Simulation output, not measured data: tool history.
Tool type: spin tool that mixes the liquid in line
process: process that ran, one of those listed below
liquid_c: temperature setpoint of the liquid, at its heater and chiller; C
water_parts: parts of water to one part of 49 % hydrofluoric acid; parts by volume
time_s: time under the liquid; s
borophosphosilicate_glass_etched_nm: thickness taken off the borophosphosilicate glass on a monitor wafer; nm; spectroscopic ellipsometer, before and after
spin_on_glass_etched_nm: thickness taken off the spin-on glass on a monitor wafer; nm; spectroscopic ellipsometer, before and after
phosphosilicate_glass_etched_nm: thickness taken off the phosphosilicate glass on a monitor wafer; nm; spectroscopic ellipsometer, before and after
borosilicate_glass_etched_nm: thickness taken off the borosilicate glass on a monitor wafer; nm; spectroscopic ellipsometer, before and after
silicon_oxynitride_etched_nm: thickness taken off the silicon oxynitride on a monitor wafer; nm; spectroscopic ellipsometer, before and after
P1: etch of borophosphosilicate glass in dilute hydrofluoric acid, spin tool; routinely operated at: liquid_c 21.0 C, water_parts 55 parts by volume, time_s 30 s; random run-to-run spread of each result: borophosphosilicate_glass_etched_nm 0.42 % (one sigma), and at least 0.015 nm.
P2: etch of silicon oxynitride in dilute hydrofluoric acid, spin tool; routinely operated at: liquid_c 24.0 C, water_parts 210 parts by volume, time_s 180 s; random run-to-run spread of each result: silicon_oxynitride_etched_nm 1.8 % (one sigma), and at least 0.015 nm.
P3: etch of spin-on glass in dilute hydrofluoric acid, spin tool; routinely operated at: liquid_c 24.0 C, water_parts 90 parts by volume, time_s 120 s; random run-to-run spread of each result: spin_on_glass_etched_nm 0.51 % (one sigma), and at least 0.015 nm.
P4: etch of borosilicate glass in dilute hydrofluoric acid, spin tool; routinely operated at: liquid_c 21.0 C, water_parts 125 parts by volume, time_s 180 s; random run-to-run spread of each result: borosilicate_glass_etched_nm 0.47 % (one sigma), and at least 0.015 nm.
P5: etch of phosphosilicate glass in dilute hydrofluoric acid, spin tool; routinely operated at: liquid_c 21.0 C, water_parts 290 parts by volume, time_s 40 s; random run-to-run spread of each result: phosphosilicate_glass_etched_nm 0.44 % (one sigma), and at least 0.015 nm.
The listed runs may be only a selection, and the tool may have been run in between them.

run     day  process  liquid_c  water_parts  time_s  hours since the thermometer was replaced  hours since the hydrofluoric acid flow meter was replaced  borophosphosilicate_glass_etched_nm  spin_on_glass_etched_nm  phosphosilicate_glass_etched_nm  borosilicate_glass_etched_nm  silicon_oxynitride_etched_nm
  1   0.375       P1      21.0           55      30                                     508.6                                                      232.2                               23.185
  2   0.812       P1      21.0           55      55                                     519.1                                                      242.7                               42.526
  3   1.262       P1      21.0           55      30                                     529.9                                                      253.5                               23.156
  4   1.517       P3      24.0           90     120                                     536.0                                                      259.6                                                        34.763
  5   1.900       P3      24.0           90     170                                     545.2                                                      268.8                                                        49.352
  6   2.279       P1      21.0           55      30                                     554.3                                                      277.9                               23.247
  7   2.517       P1      21.0           20      30                                     560.0                                                      283.6                               66.707
  8   2.933       P5      28.5          290      40                                     570.0                                                      293.6                                                                                        26.1210
  9   3.258       P3      24.0           20     120                                     577.8                                                      301.4                                                       172.270
 10   3.625       P4      21.0          125     180                                     586.6                                                      310.2                                                                                                                       37.142
 11   3.929       P5      21.0          445      40                                     593.9                                                      317.5                                                                                        11.4540
 12   4.258       P2      24.0          210      80                                     601.8                                                      325.4                                                                                                                                                     0.5734
 13   4.629       P1      21.0           55      15                                     610.7                                                      334.3                               11.581
 14   5.050       P4      21.0          125     265                                     620.8                                                      344.4                                                                                                                       54.836
 15   5.375       P2      24.0           50     180                                     628.6                                                      352.2                                                                                                                                                     5.7732
 16   5.638       P5      21.0          290      40                                     634.9                                                      358.5                                                                                        19.9450
      5.725  -- hydrofluoric acid flow meter replaced
 17   6.042       P2      30.5          210     180                                     644.6                                                        7.6                                                                                                                                                     1.5550
 18   6.379       P1      21.0           55      30                                     652.7                                                       15.7                               23.253
 19   6.621       P4      25.5          125     180                                     658.5                                                       21.5                                                                                                                       44.661
 20   6.883       P1      21.0           80      30                                     664.8                                                       27.8                               15.424
      7.067  -- thermometer replaced
 21   7.288       P3      27.5           90     120                                       5.4                                                       37.5                                                        40.199
 22   7.688       P4      21.0           45     180                                      15.0                                                       47.1                                                                                                                      114.860
 23   8.067       P1      17.0           55      30                                      24.1                                                       56.2                               19.756
 24   8.396       P1      25.0           75      30                                      32.0                                                       64.1                               19.413
 25   8.742       P3      24.0           90     120                                      40.3                                                       72.4                                                        34.506
 26   9.108       P2      24.0          210     180                                      49.1                                                       81.2                                                                                                                                                     1.2184
 27   9.425       P1      27.5           55      30                                      56.7                                                       88.8                               30.094
 28   9.854       P5      21.0          290      15                                      67.0                                                       99.1                                                                                         7.4692
 29  10.058       P1      21.0           55      30                                      71.9                                                      104.0                               23.130
 30  10.296       P1      21.0           55      30                                      77.6                                                      109.7                               23.853
 31  10.567       P1      21.0           55      30                                      84.1                                                      116.2                               24.373
 32  10.933       P1      21.0           55      30                                      92.9                                                      125.0                               24.625
 33  11.138       P1      21.0           55      30                                      97.8                                                      129.9                               25.046
 34  11.458       P1      21.0           55      30                                     105.5                                                      137.6                               25.072
 35  11.796       P1      21.0           55      30                                     113.6                                                      145.7                               25.117
 36  12.162       P1      21.0           55      30                                     122.4                                                      154.5                               25.227
 37  12.438       P1      21.0           55      30                                     129.0                                                      161.1                               25.245
 38  12.871       P1      21.0           55      30                                     139.4                                                      171.5                               25.272
 39  13.279       P1      21.0           55      30                                     149.2                                                      181.3                               25.421
 40  13.508       P1      21.0           55      30                                     154.7                                                      186.8                               25.357

What P1 gives has crept away from where it was. These 2 causes fit the log equally well, each at the size given:
A: liquid hotter than its thermometer reads (K) = 2.19
B: hydrofluoric acid flow above the setpoint (%) = 8.92
Creep in the process output first set in at about day 10.058.

Consider the 4 single-wafer check runs listed below, results given as question marks: which one distinguishes between the causes by giving clearly different results for each?
check 1  13.738       P2      24.0          125     180                                                                                                                                                                                                                                                               ?
check 2  13.738       P3      24.0           55     120                                                                                                                                                                  ?
check 3  13.738       P4      21.0           45     245                                                                                                                                                                                                                                 ?
check 4  13.738       P5      27.5          290      15                                                                                                                                                                                                   ?

What each check would give under each cause:
  check                           result     if A     if B
check 1     silicon_oxynitride_etched_nm   2.4127   2.3957
check 2          spin_on_glass_etched_nm   65.006   65.157
check 3     borosilicate_glass_etched_nm  170.190  169.900
check 4  phosphosilicate_glass_etched_nm  10.1080  10.5050
Gap, in per cent, between the two causes that each check separates least, read from the result that separates them most: check 1 0.71 %; check 2 0.23 %; check 3 0.17 %; check 4 3.86 %
The other checks would show nearly matching results whichever cause is true, so check 4 is the only one that separates the causes.

Then check 4 was run and gave: phosphosilicate_glass_etched_nm 10.5250 nm. Which cause is it?

It was cause B: hydrofluoric acid flow above the setpoint (%).
